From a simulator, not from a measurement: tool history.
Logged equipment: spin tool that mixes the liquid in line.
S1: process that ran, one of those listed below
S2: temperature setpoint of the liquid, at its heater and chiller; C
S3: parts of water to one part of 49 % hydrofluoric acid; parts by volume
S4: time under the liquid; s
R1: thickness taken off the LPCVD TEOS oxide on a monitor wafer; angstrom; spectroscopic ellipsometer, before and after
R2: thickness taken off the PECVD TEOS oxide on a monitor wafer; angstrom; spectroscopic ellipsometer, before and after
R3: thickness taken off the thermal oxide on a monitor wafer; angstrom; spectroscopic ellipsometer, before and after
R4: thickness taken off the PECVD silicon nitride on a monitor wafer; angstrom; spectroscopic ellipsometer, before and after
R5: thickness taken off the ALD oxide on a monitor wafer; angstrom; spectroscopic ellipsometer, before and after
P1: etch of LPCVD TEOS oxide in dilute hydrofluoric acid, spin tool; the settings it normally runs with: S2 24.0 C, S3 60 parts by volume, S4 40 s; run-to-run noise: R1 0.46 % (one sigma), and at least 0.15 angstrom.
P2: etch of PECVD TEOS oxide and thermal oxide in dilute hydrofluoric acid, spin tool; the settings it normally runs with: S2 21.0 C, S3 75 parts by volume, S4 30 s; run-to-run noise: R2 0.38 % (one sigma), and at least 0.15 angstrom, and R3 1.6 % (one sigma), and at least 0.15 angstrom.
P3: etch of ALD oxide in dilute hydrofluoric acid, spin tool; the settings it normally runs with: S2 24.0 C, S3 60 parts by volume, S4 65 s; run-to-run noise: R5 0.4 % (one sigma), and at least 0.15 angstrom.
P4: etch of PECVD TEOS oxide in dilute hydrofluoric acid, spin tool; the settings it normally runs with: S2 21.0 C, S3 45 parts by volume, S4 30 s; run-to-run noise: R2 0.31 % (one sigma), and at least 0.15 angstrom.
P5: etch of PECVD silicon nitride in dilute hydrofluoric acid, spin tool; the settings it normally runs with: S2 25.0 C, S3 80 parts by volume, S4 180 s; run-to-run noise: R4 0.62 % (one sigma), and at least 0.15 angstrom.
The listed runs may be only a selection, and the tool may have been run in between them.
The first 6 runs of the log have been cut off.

Run 7, hour 50.7: S1 P1, S2 24.0 C, S3 60 parts by volume, S4 40 s. Result: R1 220.24 angstrom.
Run 8, hour 57.7: S1 P4, S2 21.0 C, S3 45 parts by volume, S4 30 s. Result: R2 179.970 angstrom.
Run 9, hour 62.8: S1 P3, S2 30.0 C, S3 60 parts by volume, S4 65 s. Result: R5 187.620 angstrom.
Run 10, hour 69.2: S1 P4, S2 21.0 C, S3 20 parts by volume, S4 30 s. Result: R2 413.260 angstrom.
Run 11, hour 78.6: S1 P2, S2 21.0 C, S3 75 parts by volume, S4 15 s. Result: R2 43.403 angstrom, R3 8.2989 angstrom.
Run 12, hour 87.2: S1 P1, S2 18.5 C, S3 30 parts by volume, S4 40 s. Result: R1 362.73 angstrom.
Run 13, hour 95.5: S1 P4, S2 27.0 C, S3 45 parts by volume, S4 30 s. Result: R2 229.580 angstrom.
Run 14, hour 103.6: S1 P4, S2 21.0 C, S3 45 parts by volume, S4 15 s. Result: R2 89.501 angstrom.
At hour 106.9: hydrofluoric acid flow meter replaced.
Run 15, hour 109.5: S1 P5, S2 25.0 C, S3 80 parts by volume, S4 30 s. Result: R4 7.1009 angstrom.
Run 16, hour 120.0: S1 P1, S2 18.5 C, S3 60 parts by volume, S4 40 s. Result: R1 175.99 angstrom.
Run 17, hour 128.1: S1 P2, S2 21.0 C, S3 75 parts by volume, S4 30 s. Result: R2 86.529 angstrom, R3 16.5240 angstrom.
Run 18, hour 135.1: S1 P5, S2 25.0 C, S3 80 parts by volume, S4 180 s. Result: R4 41.6130 angstrom.
Run 19, hour 143.2: S1 P5, S2 18.5 C, S3 80 parts by volume, S4 180 s. Result: R4 27.2880 angstrom.
Run 20, hour 151.4: S1 P1, S2 24.0 C, S3 60 parts by volume, S4 40 s. Result: R1 221.18 angstrom.
Run 21, hour 161.8: S1 P1, S2 24.0 C, S3 60 parts by volume, S4 40 s. Result: R1 220.24 angstrom.
Run 22, hour 170.8: S1 P4, S2 21.0 C, S3 45 parts by volume, S4 30 s. Result: R2 178.830 angstrom.
Run 23, hour 179.2: S1 P3, S2 24.0 C, S3 60 parts by volume, S4 65 s. Result: R5 148.270 angstrom.
Run 24, hour 187.6: S1 P3, S2 24.0 C, S3 85 parts by volume, S4 65 s. Result: R5 102.320 angstrom.
Run 25, hour 196.0: S1 P3, S2 24.0 C, S3 60 parts by volume, S4 30 s. Result: R5 69.198 angstrom.
Run 26, hour 201.1: S1 P3, S2 24.0 C, S3 60 parts by volume, S4 65 s. Result: R5 148.860 angstrom.
Run 27, hour 206.3: S1 P1, S2 27.5 C, S3 60 parts by volume, S4 40 s. Result: R1 254.63 angstrom.
Run 28, hour 216.2: S1 P1, S2 24.0 C, S3 60 parts by volume, S4 80 s. Result: R1 446.21 angstrom.
Run 29, hour 221.8: S1 P1, S2 24.0 C, S3 60 parts by volume, S4 20 s. Result: R1 110.63 angstrom.
Run 30, hour 230.6: S1 P1, S2 24.0 C, S3 40 parts by volume, S4 40 s. Result: R1 340.10 angstrom.

The next listed run, before its measurement:
Run 31, hour 239.6: S1 P1, S2 24.0 C, S3 60 parts by volume, S4 40 s. Result: R1 ?.

For run 31 the tool returned R1 219.85 angstrom.
